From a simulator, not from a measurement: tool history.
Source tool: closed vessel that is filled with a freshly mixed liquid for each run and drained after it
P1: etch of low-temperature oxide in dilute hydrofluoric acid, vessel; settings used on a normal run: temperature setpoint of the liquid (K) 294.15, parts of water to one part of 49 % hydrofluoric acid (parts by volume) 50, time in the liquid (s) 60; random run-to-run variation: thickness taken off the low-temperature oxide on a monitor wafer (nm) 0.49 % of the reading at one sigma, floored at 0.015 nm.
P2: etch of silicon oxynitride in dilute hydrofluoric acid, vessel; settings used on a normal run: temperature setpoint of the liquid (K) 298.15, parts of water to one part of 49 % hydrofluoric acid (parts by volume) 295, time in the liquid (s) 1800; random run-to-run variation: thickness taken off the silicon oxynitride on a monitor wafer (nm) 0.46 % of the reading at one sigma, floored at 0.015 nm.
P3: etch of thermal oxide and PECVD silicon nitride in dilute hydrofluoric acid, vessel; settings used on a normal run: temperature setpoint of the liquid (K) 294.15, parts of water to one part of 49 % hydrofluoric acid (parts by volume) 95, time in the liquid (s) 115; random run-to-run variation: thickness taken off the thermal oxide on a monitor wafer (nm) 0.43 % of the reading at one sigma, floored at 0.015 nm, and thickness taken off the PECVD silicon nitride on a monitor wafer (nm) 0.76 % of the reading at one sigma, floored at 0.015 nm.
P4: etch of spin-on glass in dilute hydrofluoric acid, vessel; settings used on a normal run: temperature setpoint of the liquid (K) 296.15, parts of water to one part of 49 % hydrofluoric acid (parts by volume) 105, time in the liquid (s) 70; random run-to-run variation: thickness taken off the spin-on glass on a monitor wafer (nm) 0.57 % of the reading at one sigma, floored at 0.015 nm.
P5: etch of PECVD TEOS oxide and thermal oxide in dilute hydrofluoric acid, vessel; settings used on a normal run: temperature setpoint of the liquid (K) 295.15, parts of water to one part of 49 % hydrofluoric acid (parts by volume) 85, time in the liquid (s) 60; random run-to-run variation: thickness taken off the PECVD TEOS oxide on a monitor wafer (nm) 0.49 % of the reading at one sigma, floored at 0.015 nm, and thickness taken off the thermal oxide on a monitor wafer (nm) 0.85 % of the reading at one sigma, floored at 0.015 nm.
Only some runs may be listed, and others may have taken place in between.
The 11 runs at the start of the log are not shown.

| run | hour | process that ran | temperature setpoint of the liquid (K) | parts of water to one part of 49 % hydrofluoric acid (parts by volume) | time in the liquid (s) | thickness taken off the low-temperature oxide on a monitor wafer (nm) | thickness taken off the PECVD TEOS oxide on a monitor wafer (nm) | thickness taken off the thermal oxide on a monitor wafer (nm) | thickness taken off the spin-on glass on a monitor wafer (nm) | thickness taken off the PECVD silicon nitride on a monitor wafer (nm) | thickness taken off the silicon oxynitride on a monitor wafer (nm) |
|---|---|---|---|---|---|---|---|---|---|---|---|
| 12 | 93.1 | P3 | 290.15 | 95 | 115 |  |  | 4.3593 |  | 2.2141 |  |
| 13 | 98.4 | P1 | 294.15 | 50 | 30 | 10.899 |  |  |  |  |  |
| 14 | 107.2 | P4 | 296.15 | 105 | 70 |  |  |  | 31.974 |  |  |
| 15 | 116.0 | P2 | 298.15 | 55 | 1800 |  |  |  |  |  | 50.5750 |
| 16 | 126.4 | P1 | 294.15 | 50 | 60 | 21.913 |  |  |  |  |  |
| 17 | 131.9 | P1 | 294.15 | 50 | 60 | 21.756 |  |  |  |  |  |
| 18 | 141.1 | P1 | 294.15 | 75 | 60 | 14.105 |  |  |  |  |  |
| 19 | 146.3 | P1 | 300.15 | 65 | 60 | 21.124 |  |  |  |  |  |
| 20 | 153.8 | P4 | 303.65 | 105 | 70 |  |  |  | 42.684 |  |  |
| 21 | 159.7 | P1 | 298.15 | 50 | 60 | 26.034 |  |  |  |  |  |
| 22 | 166.2 | P5 | 290.15 | 85 | 60 |  | 13.6410 | 2.4459 |  |  |  |
| 23 | 177.3 | P5 | 295.15 | 85 | 60 |  | 16.8470 | 3.0709 |  |  |  |
| 24 | 187.1 | P1 | 294.15 | 50 | 120 | 43.711 |  |  |  |  |  |
| 25 | 197.7 | P1 | 290.15 | 50 | 60 | 18.482 |  |  |  |  |  |
| 26 | 206.2 | P3 | 294.15 | 95 | 230 |  |  | 10.3490 |  | 5.8583 |  |
| 27 | 214.0 | P1 | 290.15 | 50 | 100 | 30.649 |  |  |  |  |  |
| 28 | 223.3 | P4 | 296.15 | 105 | 70 |  |  |  | 32.053 |  |  |
| 29 | 229.4 | P3 | 294.15 | 95 | 115 |  |  | 5.1071 |  | 2.9235 |  |
| 30 | 237.5 | P5 | 295.15 | 45 | 60 |  | 33.5990 | 6.0677 |  |  |  |
| 31 | 247.7 | P2 | 290.15 | 295 | 1800 |  |  |  |  |  | 5.4905 |
| 32 | 257.7 | P3 | 294.15 | 175 | 115 |  |  | 2.5853 |  | 1.6230 |  |
| 33 | 264.7 | P1 | 294.15 | 50 | 60 | 22.230 |  |  |  |  |  |
| 34 | 275.2 | P1 | 294.15 | 50 | 60 | 22.929 |  |  |  |  |  |
| 35 | 280.5 | P1 | 294.15 | 50 | 60 | 23.301 |  |  |  |  |  |

Estimate the outcome of run 36 from the log above:
| 36 | 289.4 | P1 | 294.15 | 50 | 60 | ? |  |  |  |  |  |

Run 36 gave thickness taken off the low-temperature oxide on a monitor wafer (nm) 23.290.
